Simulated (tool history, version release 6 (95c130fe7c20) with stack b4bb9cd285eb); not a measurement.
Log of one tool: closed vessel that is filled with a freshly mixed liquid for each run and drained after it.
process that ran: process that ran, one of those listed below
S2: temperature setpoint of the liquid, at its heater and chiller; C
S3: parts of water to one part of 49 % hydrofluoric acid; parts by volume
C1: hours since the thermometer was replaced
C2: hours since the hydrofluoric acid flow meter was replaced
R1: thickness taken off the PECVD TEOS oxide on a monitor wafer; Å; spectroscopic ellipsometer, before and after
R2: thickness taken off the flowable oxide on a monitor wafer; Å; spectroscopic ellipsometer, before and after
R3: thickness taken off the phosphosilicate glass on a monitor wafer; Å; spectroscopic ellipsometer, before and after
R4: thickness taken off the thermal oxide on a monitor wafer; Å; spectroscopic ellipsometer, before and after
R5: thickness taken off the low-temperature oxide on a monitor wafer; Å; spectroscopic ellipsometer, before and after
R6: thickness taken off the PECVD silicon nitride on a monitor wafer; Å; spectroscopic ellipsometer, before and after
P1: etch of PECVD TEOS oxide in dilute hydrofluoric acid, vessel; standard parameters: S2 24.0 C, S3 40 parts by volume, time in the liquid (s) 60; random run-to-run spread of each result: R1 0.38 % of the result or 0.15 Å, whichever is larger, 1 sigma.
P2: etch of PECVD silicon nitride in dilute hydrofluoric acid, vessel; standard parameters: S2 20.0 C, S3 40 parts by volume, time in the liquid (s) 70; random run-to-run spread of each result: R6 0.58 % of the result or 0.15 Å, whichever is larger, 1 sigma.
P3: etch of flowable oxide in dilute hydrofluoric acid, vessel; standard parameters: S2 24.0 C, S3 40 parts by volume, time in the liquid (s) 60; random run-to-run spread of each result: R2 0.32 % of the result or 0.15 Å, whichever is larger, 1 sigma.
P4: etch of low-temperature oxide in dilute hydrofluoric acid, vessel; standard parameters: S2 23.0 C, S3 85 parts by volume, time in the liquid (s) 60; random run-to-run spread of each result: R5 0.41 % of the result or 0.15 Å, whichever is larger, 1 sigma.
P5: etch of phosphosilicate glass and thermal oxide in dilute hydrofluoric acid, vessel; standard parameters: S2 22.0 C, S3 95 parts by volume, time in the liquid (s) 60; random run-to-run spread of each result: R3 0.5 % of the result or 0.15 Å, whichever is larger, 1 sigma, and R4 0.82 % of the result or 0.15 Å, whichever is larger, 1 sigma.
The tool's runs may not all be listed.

{"run": 1, "hour": 7.8, "process that ran": "P1", "S2": 24.0, "S3": 40, "time in the liquid (s)": 60, "C1": 1446.9, "C2": 141.2, "R1": 354.84}
{"run": 2, "hour": 14.2, "process that ran": "P1", "S2": 24.0, "S3": 40, "time in the liquid (s)": 60, "C1": 1453.3, "C2": 147.6, "R1": 354.68}
{"run": 3, "hour": 24.6, "process that ran": "P1", "S2": 24.0, "S3": 40, "time in the liquid (s)": 60, "C1": 1463.7, "C2": 158.0, "R1": 354.16}
{"run": 4, "hour": 34.4, "process that ran": "P3", "S2": 24.0, "S3": 55, "time in the liquid (s)": 60, "C1": 1473.5, "C2": 167.8, "R2": 472.29}
{"run": 5, "hour": 41.5, "process that ran": "P3", "S2": 19.0, "S3": 40, "time in the liquid (s)": 60, "C1": 1480.6, "C2": 174.9, "R2": 533.82}
{"run": 6, "hour": 48.2, "process that ran": "P1", "S2": 24.0, "S3": 70, "time in the liquid (s)": 30, "C1": 1487.3, "C2": 181.6, "R1": 98.049}
{"run": 7, "hour": 53.7, "process that ran": "P3", "S2": 24.0, "S3": 40, "time in the liquid (s)": 95, "C1": 1492.8, "C2": 187.1, "R2": 1048.6}
{"run": 8, "hour": 59.8, "process that ran": "P5", "S2": 17.0, "S3": 95, "time in the liquid (s)": 60, "C1": 1498.9, "C2": 193.2, "R3": 927.54, "R4": 21.437}
{"hour": 61.8, "done": "hydrofluoric acid flow meter replaced"}
{"run": 9, "hour": 69.6, "process that ran": "P1", "S2": 24.0, "S3": 55, "time in the liquid (s)": 60, "C1": 1508.7, "C2": 7.8, "R1": 252.6}
{"run": 10, "hour": 79.1, "process that ran": "P1", "S2": 20.0, "S3": 40, "time in the liquid (s)": 30, "C1": 1518.2, "C2": 17.3, "R1": 150.18}
{"run": 11, "hour": 86.1, "process that ran": "P4", "S2": 23.0, "S3": 85, "time in the liquid (s)": 60, "C1": 1525.2, "C2": 24.3, "R5": 82.911}
{"run": 12, "hour": 95.5, "process that ran": "P1", "S2": 24.0, "S3": 40, "time in the liquid (s)": 60, "C1": 1534.6, "C2": 33.7, "R1": 356.71}
{"run": 13, "hour": 104.0, "process that ran": "P1", "S2": 24.0, "S3": 25, "time in the liquid (s)": 60, "C1": 1543.1, "C2": 42.2, "R1": 580.78}
{"run": 14, "hour": 114.8, "process that ran": "P4", "S2": 30.0, "S3": 85, "time in the liquid (s)": 60, "C1": 1553.9, "C2": 53.0, "R5": 110.6}
{"run": 15, "hour": 121.5, "process that ran": "P1", "S2": 24.0, "S3": 65, "time in the liquid (s)": 30, "C1": 1560.6, "C2": 59.7, "R1": 105.66}
{"run": 16, "hour": 128.7, "process that ran": "P4", "S2": 23.0, "S3": 85, "time in the liquid (s)": 105, "C1": 1567.8, "C2": 66.9, "R5": 147.09}
{"run": 17, "hour": 137.8, "process that ran": "P5", "S2": 22.0, "S3": 95, "time in the liquid (s)": 60, "C1": 1576.9, "C2": 76.0, "R3": 1145.7, "R4": 26.578}
{"run": 18, "hour": 144.2, "process that ran": "P2", "S2": 20.0, "S3": 40, "time in the liquid (s)": 70, "C1": 1583.3, "C2": 82.4, "R6": 61.167}
{"run": 19, "hour": 152.1, "process that ran": "P5", "S2": 22.0, "S3": 95, "time in the liquid (s)": 60, "C1": 1591.2, "C2": 90.3, "R3": 1135.2, "R4": 26.554}
{"run": 20, "hour": 160.1, "process that ran": "P2", "S2": 20.0, "S3": 40, "time in the liquid (s)": 30, "C1": 1599.2, "C2": 98.3, "R6": 26.991}
{"run": 21, "hour": 168.1, "process that ran": "P5", "S2": 22.0, "S3": 135, "time in the liquid (s)": 60, "C1": 1607.2, "C2": 106.3, "R3": 769.75, "R4": 17.735}
{"run": 22, "hour": 176.1, "process that ran": "P1", "S2": 24.0, "S3": 40, "time in the liquid (s)": 105, "C1": 1615.2, "C2": 114.3, "R1": 622.5}
{"run": 23, "hour": 181.3, "process that ran": "P1", "S2": 27.5, "S3": 40, "time in the liquid (s)": 60, "C1": 1620.4, "C2": 119.5, "R1": 409.02}
{"run": 24, "hour": 187.4, "process that ran": "P2", "S2": 20.0, "S3": 20, "time in the liquid (s)": 70, "C1": 1626.5, "C2": 125.6, "R6": 121.6}
{"run": 25, "hour": 197.0, "process that ran": "P5", "S2": 22.0, "S3": 95, "time in the liquid (s)": 30, "C1": 1636.1, "C2": 135.2, "R3": 569.91, "R4": 13.629}
{"run": 26, "hour": 203.8, "process that ran": "P2", "S2": 17.0, "S3": 40, "time in the liquid (s)": 70, "C1": 1642.9, "C2": 142.0, "R6": 50.163}
{"run": 27, "hour": 210.9, "process that ran": "P1", "S2": 24.0, "S3": 40, "time in the liquid (s)": 60, "C1": 1650.0, "C2": 149.1, "R1": 355.49}
{"run": 28, "hour": 218.0, "process that ran": "P4", "S2": 23.0, "S3": 45, "time in the liquid (s)": 60, "C1": 1657.1, "C2": 156.2, "R5": 165.74}
{"run": 29, "hour": 224.6, "process that ran": "P1", "S2": 19.5, "S3": 40, "time in the liquid (s)": 60, "C1": 1663.7, "C2": 162.8, "R1": 292.81}
{"run": 30, "hour": 234.0, "process that ran": "P3", "S2": 24.0, "S3": 40, "time in the liquid (s)": 60, "C1": 1673.1, "C2": 172.2, "R2": 664.25}
{"run": 31, "hour": 239.9, "process that ran": "P1", "S2": 24.0, "S3": 40, "time in the liquid (s)": 30, "C1": 1679.0, "C2": 178.1, "R1": 177.45}
{"run": 32, "hour": 247.7, "process that ran": "P1", "S2": 24.0, "S3": 40, "time in the liquid (s)": 60, "C1": 1686.8, "C2": 185.9, "R1": 354.1}
{"run": 33, "hour": 253.8, "process that ran": "P1", "S2": 24.0, "S3": 40, "time in the liquid (s)": 60, "C1": 1692.9, "C2": 192.0, "R1": 366.8}
{"run": 34, "hour": 258.9, "process that ran": "P1", "S2": 24.0, "S3": 40, "time in the liquid (s)": 60, "C1": 1698.0, "C2": 197.1, "R1": 373.81}
{"run": 35, "hour": 268.9, "process that ran": "P1", "S2": 24.0, "S3": 40, "time in the liquid (s)": 60, "C1": 1708.0, "C2": 207.1, "R1": 376.54}
{"run": 36, "hour": 275.3, "process that ran": "P1", "S2": 24.0, "S3": 40, "time in the liquid (s)": 60, "C1": 1714.4, "C2": 213.5, "R1": 379.09}
{"run": 37, "hour": 282.3, "process that ran": "P1", "S2": 24.0, "S3": 40, "time in the liquid (s)": 60, "C1": 1721.4, "C2": 220.5, "R1": 381.15}
{"run": 38, "hour": 288.5, "process that ran": "P1", "S2": 24.0, "S3": 40, "time in the liquid (s)": 60, "C1": 1727.6, "C2": 226.7, "R1": 378.54}
{"run": 39, "hour": 294.1, "process that ran": "P1", "S2": 24.0, "S3": 40, "time in the liquid (s)": 60, "C1": 1733.2, "C2": 232.3, "R1": 380.59}

What P1 gives has crept away from where it was. These 2 causes fit the log equally well, each at the size given:
A: liquid hotter than its thermometer reads (K) = 1.76
B: hydrofluoric acid flow above the setpoint (%) = 7.11
The drift started at roughly hour 247.7.

Which of the 4 check runs listed below separates the causes, so that each cause would produce a clearly different result? Each run uses one wafer, and its results are marked with question marks.
{"run": "check 1", "hour": 299.7, "process that ran": "P2", "S2": 20.0, "S3": 40, "time in the liquid (s)": 70, "R6": "?"}
{"run": "check 2", "hour": 299.7, "process that ran": "P3", "S2": 24.0, "S3": 40, "time in the liquid (s)": 60, "R2": "?"}
{"run": "check 3", "hour": 299.7, "process that ran": "P4", "S2": 23.0, "S3": 85, "time in the liquid (s)": 60, "R5": "?"}
{"run": "check 4", "hour": 299.7, "process that ran": "P5", "S2": 22.0, "S3": 95, "time in the liquid (s)": 60, "R3": "?", "R4": "?"}

What every check run would give for each of its results, assuming each possible cause in turn:
check=check_1 result=R6 if_A=70.047 if_B=66.272
check=check_2 result=R2 if_A=713.12 if_B=713.01
check=check_3 result=R5 if_A=89.563 if_B=90.015
check=check_4 result=R3 if_A=1226.30 if_B=1233.10
check=check_4 result=R4 if_A=28.277 if_B=28.434
Gap, in per cent, between the two causes that each check separates least, read from the result that separates them most: check 1 5.54 %; check 2 0.01 %; check 3 0.5 %; check 4 0.55 %
Only check 1 tells the causes apart: in the others they would give nearly the same result.

Then check 1 was run and gave: R6 66.606 Å. Which cause is it?

It was cause B: hydrofluoric acid flow above the setpoint (%).
